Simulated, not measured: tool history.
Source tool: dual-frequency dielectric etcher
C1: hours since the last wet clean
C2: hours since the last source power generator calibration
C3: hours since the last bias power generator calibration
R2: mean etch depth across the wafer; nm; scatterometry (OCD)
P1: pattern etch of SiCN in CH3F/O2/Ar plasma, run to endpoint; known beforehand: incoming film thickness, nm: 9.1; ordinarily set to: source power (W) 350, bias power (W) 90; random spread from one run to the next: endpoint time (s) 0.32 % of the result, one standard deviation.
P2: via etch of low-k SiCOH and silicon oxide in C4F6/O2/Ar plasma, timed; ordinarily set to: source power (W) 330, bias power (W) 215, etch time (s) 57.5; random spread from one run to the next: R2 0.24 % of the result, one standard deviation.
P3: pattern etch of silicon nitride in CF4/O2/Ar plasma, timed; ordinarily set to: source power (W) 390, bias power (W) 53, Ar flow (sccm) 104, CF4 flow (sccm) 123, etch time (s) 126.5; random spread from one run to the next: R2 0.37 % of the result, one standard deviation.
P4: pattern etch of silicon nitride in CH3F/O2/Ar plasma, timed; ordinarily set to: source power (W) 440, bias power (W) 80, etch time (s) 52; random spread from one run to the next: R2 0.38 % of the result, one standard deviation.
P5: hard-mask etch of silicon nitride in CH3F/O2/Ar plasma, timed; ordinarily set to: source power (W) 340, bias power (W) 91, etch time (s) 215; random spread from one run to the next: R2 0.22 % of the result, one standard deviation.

Run 1, hour 3: process that ran P1, source power (W) 350, bias power (W) 90; C1 139.3; C2 1070.6; C3 808. Result: endpoint time (s) 23.215.
Run 2, hour 7.1: process that ran P2, source power (W) 330, bias power (W) 215, etch time (s) 57.5; C1 143.4; C2 1074.7; C3 812.1. Result: R2 162.3 nm.
Run 3, hour 11.6: process that ran P5, source power (W) 340, bias power (W) 91, etch time (s) 323; C1 147.9; C2 1079.2; C3 816.6. Result: R2 239.46 nm.
Run 4, hour 15: process that ran P1, source power (W) 260, bias power (W) 90; C1 151.3; C2 1082.6; C3 820. Result: endpoint time (s) 25.745.
Run 5, hour 19.1: process that ran P1, source power (W) 290, bias power (W) 62; C1 155.4; C2 1086.7; C3 824.1. Result: endpoint time (s) 28.394.
Run 6, hour 21.8: process that ran P1, source power (W) 410, bias power (W) 120; C1 158.1; C2 1089.4; C3 826.8. Result: endpoint time (s) 19.542.
Run 7, hour 25.2: process that ran P4, source power (W) 570, bias power (W) 80, etch time (s) 52; C1 161.5; C2 1092.8; C3 830.2. Result: R2 43.027 nm.
Run 8, hour 28.1: process that ran P1, source power (W) 350, bias power (W) 90; C1 164.4; C2 1095.7; C3 833.1. Result: endpoint time (s) 23.071.
Run 9, hour 30.8: process that ran P5, source power (W) 210, bias power (W) 91, etch time (s) 215; C1 167.1; C2 1098.4; C3 835.8. Result: R2 133.04 nm.
Run 10, hour 34.7: process that ran P1, source power (W) 420, bias power (W) 62; C1 171; C2 1102.3; C3 839.7. Result: endpoint time (s) 24.72.
Run 11, hour 38.7: process that ran P1, source power (W) 480, bias power (W) 90; C1 175; C2 1106.3; C3 843.7. Result: endpoint time (s) 20.615.
Run 12, hour 41.7: process that ran P2, source power (W) 330, bias power (W) 132, etch time (s) 57.5; C1 178; C2 1109.3; C3 846.7. Result: R2 139.52 nm.
Run 13, hour 45.5: process that ran P3, source power (W) 390, bias power (W) 53, etch time (s) 126.5, Ar flow (sccm) 68, CF4 flow (sccm) 123; C1 181.8; C2 1113.1; C3 850.5. Result: R2 207.97 nm.
Run 14, hour 48.5: process that ran P3, source power (W) 520, bias power (W) 53, etch time (s) 126.5, Ar flow (sccm) 104, CF4 flow (sccm) 123; C1 184.8; C2 1116.1; C3 853.5. Result: R2 257.28 nm.
Run 15, hour 52.4: process that ran P1, source power (W) 350, bias power (W) 90; C1 188.7; C2 1120; C3 857.4. Result: endpoint time (s) 23.137.
Run 16, hour 56.6: process that ran P5, source power (W) 340, bias power (W) 91, etch time (s) 215; C1 192.9; C2 1124.2; C3 861.6. Result: R2 158.94 nm.
Run 17, hour 58.9: process that ran P1, source power (W) 350, bias power (W) 90; C1 195.2; C2 1126.5; C3 863.9. Result: endpoint time (s) 23.166.
Run 18, hour 62.2: process that ran P4, source power (W) 440, bias power (W) 80, etch time (s) 65; C1 198.5; C2 1129.8; C3 867.2. Result: R2 48.828 nm.
Run 19, hour 64.8: process that ran P2, source power (W) 230, bias power (W) 215, etch time (s) 57.5; C1 201.1; C2 1132.4; C3 869.8. Result: R2 141.55 nm.
Run 20, hour 67.8: process that ran P2, source power (W) 330, bias power (W) 215, etch time (s) 86; C1 204.1; C2 1135.4; C3 872.8. Result: R2 243.01 nm.
Run 21, hour 72: process that ran P2, source power (W) 330, bias power (W) 215, etch time (s) 57.5; C1 208.3; C2 1139.6; C3 877. Result: R2 163.81 nm.
Run 22, hour 76: process that ran P1, source power (W) 350, bias power (W) 68; C1 212.3; C2 1143.6; C3 881. Result: endpoint time (s) 25.596.
Run 23, hour 80: process that ran P4, source power (W) 440, bias power (W) 80, etch time (s) 52; C1 216.3; C2 1147.6; C3 885. Result: R2 39.144 nm.
Run 24, hour 83: process that ran P5, source power (W) 340, bias power (W) 128, etch time (s) 215; C1 219.3; C2 1150.6; C3 888. Result: R2 181.18 nm.
Run 25, hour 85.6: process that ran P1, source power (W) 350, bias power (W) 90; C1 221.9; C2 1153.2; C3 890.6. Result: endpoint time (s) 23.103.
Run 26, hour 89.9: process that ran P1, source power (W) 350, bias power (W) 90; C1 226.2; C2 1157.5; C3 894.9. Result: endpoint time (s) 23.113.
Run 27, hour 92.7: process that ran P1, source power (W) 350, bias power (W) 119; C1 229; C2 1160.3; C3 897.7. Result: endpoint time (s) 20.714.
Run 28, hour 96.1: process that ran P4, source power (W) 440, bias power (W) 80, etch time (s) 52; C1 232.4; C2 1163.7; C3 901.1. Result: R2 39.166 nm.
Run 29, hour 100.2: process that ran P3, source power (W) 390, bias power (W) 53, etch time (s) 98.5, Ar flow (sccm) 104, CF4 flow (sccm) 123; C1 236.5; C2 1167.8; C3 905.2. Result: R2 154.95 nm.
Run 30, hour 104.3: process that ran P4, source power (W) 440, bias power (W) 112, etch time (s) 52; C1 240.6; C2 1171.9; C3 909.3. Result: R2 44.142 nm.
Run 31, hour 106.9: process that ran P5, source power (W) 340, bias power (W) 91, etch time (s) 215; C1 243.2; C2 1174.5; C3 911.9. Result: R2 159.27 nm.
Run 32, hour 108.9: process that ran P1, source power (W) 350, bias power (W) 90; C1 245.2; C2 1176.5; C3 913.9. Result: endpoint time (s) 23.16.
Run 33, hour 112.8: process that ran P3, source power (W) 390, bias power (W) 71, etch time (s) 126.5, Ar flow (sccm) 104, CF4 flow (sccm) 123; C1 249.1; C2 1180.4; C3 917.8. Result: R2 224.1 nm.
Run 34, hour 117.2: process that ran P3, source power (W) 390, bias power (W) 53, etch time (s) 126.5, Ar flow (sccm) 104, CF4 flow (sccm) 170; C1 253.5; C2 1184.8; C3 922.2. Result: R2 208.43 nm.
Run 35, hour 121.8: process that ran P3, source power (W) 390, bias power (W) 53, etch time (s) 126.5, Ar flow (sccm) 104, CF4 flow (sccm) 123; C1 258.1; C2 1189.4; C3 926.8. Result: R2 200.31 nm.
Run 36, hour 124.3: process that ran P1, source power (W) 350, bias power (W) 90; C1 260.6; C2 1191.9; C3 929.3. Result: endpoint time (s) 23.154.
Run 37, hour 127.8: process that ran P1, source power (W) 350, bias power (W) 90; C1 264.1; C2 1195.4; C3 932.8. Result: endpoint time (s) 22.905.
Run 38, hour 129.9: process that ran P1, source power (W) 350, bias power (W) 90; C1 266.2; C2 1197.5; C3 934.9. Result: endpoint time (s) 22.946.
Run 39, hour 132.1: process that ran P1, source power (W) 350, bias power (W) 90; C1 268.4; C2 1199.7; C3 937.1. Result: endpoint time (s) 22.855.
At hour 133.2: wet clean of the chamber.
Run 40, hour 134.7: process that ran P1, source power (W) 350, bias power (W) 90; C1 1.5; C2 1202.3; C3 939.7. Result: endpoint time (s) 22.815.
Run 41, hour 138.7: process that ran P1, source power (W) 350, bias power (W) 90; C1 5.5; C2 1206.3; C3 943.7. Result: endpoint time (s) 22.77.
Run 42, hour 141: process that ran P1, source power (W) 350, bias power (W) 90; C1 7.8; C2 1208.6; C3 946. Result: endpoint time (s) 22.848.

The output of P1 has drifted from where it used to be. Each of the 2 causes below, taken at the size shown beside it, accounts for the log equally well:
A: bias power that arrives over what is set, % = 4.39
B: source power that arrives over what is set, % = 4.44
The drift started at roughly hour 124.3.
Why every other cause is out:
chamber walls in a state that raises the etch rate, %: was serviced at hour 133.2, once the creep was under way, yet the earlier output never came back

The 4 check runs listed below each average the results of 2 wafers, and their outcomes are marked with question marks. Under which run would the listed causes produce clearly different results?
Run check 1, hour 143.3: process that ran P2, source power (W) 330, bias power (W) 149, etch time (s) 76.5. Result: R2 ?.
Run check 2, hour 143.3: process that ran P4, source power (W) 570, bias power (W) 80, etch time (s) 63. Result: R2 ?.
Run check 3, hour 143.3: process that ran P3, source power (W) 390, bias power (W) 68, etch time (s) 126.5, Ar flow (sccm) 72, CF4 flow (sccm) 123. Result: R2 ?.
Run check 4, hour 143.3: process that ran P5, source power (W) 230, bias power (W) 91, etch time (s) 290.5. Result: R2 ?.

What each check would give under each cause:
  check  result    if A    if B
check 1      R2  194.99  195.73
check 2      R2  52.948  53.043
check 3      R2  231.46  236.45
check 4      R2  189.36  189.35
Smallest distance between any two causes, each pair judged by its most separating result, in per cent: check 1 0.38 %; check 2 0.18 %; check 3 2.13 %; check 4 0 %
Check 3 distinguishes between the causes, while the remaining checks would return nearly the same result for all of them.

The results of check 3 are: R2 235.6 nm. Based on these, which of the listed causes is it?

Of the candidate causes, it is B: source power that arrives over what is set, %.
